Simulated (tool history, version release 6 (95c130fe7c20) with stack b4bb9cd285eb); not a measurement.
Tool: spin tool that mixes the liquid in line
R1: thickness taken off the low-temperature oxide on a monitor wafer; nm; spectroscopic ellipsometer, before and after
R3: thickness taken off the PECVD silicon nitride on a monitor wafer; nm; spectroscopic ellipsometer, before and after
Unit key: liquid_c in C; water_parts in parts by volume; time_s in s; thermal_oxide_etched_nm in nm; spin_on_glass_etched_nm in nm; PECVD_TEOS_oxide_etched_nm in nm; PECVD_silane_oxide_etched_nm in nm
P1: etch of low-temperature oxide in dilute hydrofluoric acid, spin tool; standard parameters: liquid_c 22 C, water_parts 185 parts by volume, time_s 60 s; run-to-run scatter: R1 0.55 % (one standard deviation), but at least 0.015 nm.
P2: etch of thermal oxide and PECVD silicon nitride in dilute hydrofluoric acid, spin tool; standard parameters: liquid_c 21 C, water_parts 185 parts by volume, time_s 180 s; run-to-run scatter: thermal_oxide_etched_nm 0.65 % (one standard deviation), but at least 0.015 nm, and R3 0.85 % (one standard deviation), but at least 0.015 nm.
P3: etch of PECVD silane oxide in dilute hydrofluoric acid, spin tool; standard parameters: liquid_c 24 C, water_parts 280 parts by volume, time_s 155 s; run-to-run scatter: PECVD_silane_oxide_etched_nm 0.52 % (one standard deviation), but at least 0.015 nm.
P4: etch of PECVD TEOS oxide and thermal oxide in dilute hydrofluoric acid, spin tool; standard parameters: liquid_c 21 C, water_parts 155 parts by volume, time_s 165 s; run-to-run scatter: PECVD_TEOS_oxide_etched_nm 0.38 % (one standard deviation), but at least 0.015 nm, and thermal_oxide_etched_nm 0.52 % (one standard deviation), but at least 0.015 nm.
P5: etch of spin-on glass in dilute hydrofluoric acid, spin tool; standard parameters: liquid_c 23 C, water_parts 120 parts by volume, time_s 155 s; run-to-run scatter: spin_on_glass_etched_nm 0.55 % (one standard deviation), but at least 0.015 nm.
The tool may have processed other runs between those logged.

{"run": 1, "day": 0.246, "process": "P1", "liquid_c": 22, "water_parts": 185, "time_s": 60, "R1": 9.8301}
{"run": 2, "day": 0.467, "process": "P2", "liquid_c": 21, "water_parts": 185, "time_s": 180, "thermal_oxide_etched_nm": 3.72, "R3": 2.9325}
{"run": 3, "day": 0.625, "process": "P1", "liquid_c": 22, "water_parts": 185, "time_s": 60, "R1": 9.7047}
{"run": 4, "day": 0.921, "process": "P1", "liquid_c": 17.5, "water_parts": 185, "time_s": 60, "R1": 8.1695}
{"run": 5, "day": 1.217, "process": "P5", "liquid_c": 23, "water_parts": 55, "time_s": 155, "spin_on_glass_etched_nm": 115.78}
{"run": 6, "day": 1.367, "process": "P1", "liquid_c": 22, "water_parts": 90, "time_s": 60, "R1": 22.179}
{"run": 7, "day": 1.512, "process": "P4", "liquid_c": 17, "water_parts": 155, "time_s": 165, "thermal_oxide_etched_nm": 3.6815, "PECVD_TEOS_oxide_etched_nm": 21.654}
{"run": 8, "day": 1.75, "process": "P1", "liquid_c": 29, "water_parts": 280, "time_s": 60, "R1": 7.5109}
{"run": 9, "day": 1.975, "process": "P2", "liquid_c": 21, "water_parts": 185, "time_s": 180, "thermal_oxide_etched_nm": 3.8326, "R3": 2.9706}
{"run": 10, "day": 2.288, "process": "P1", "liquid_c": 22, "water_parts": 185, "time_s": 100, "R1": 16.213}
{"run": 11, "day": 2.512, "process": "P5", "liquid_c": 23, "water_parts": 120, "time_s": 155, "spin_on_glass_etched_nm": 49.628}
{"run": 12, "day": 2.683, "process": "P3", "liquid_c": 24, "water_parts": 280, "time_s": 155, "PECVD_silane_oxide_etched_nm": 10.764}
{"run": 13, "day": 2.917, "process": "P1", "liquid_c": 22, "water_parts": 280, "time_s": 60, "R1": 5.9116}
{"run": 14, "day": 3.158, "process": "P1", "liquid_c": 22, "water_parts": 185, "time_s": 60, "R1": 9.7566}
{"run": 15, "day": 3.346, "process": "P1", "liquid_c": 22, "water_parts": 185, "time_s": 15, "R1": 2.4249}
{"run": 16, "day": 3.529, "process": "P1", "liquid_c": 29, "water_parts": 185, "time_s": 60, "R1": 12.698}
{"run": 17, "day": 3.846, "process": "P4", "liquid_c": 21, "water_parts": 155, "time_s": 280, "thermal_oxide_etched_nm": 7.3174, "PECVD_TEOS_oxide_etched_nm": 43.095}
{"run": 18, "day": 4.071, "process": "P3", "liquid_c": 32.5, "water_parts": 280, "time_s": 155, "PECVD_silane_oxide_etched_nm": 14.327}
{"run": 19, "day": 4.271, "process": "P2", "liquid_c": 28, "water_parts": 185, "time_s": 180, "thermal_oxide_etched_nm": 5.0006, "R3": 4.5548}

What will run 20 give?
{"run": 20, "day": 4.475, "process": "P1", "liquid_c": 22, "water_parts": 185, "time_s": 60, "R1": "?"}

Run 20 measured R1 9.7044 nm.

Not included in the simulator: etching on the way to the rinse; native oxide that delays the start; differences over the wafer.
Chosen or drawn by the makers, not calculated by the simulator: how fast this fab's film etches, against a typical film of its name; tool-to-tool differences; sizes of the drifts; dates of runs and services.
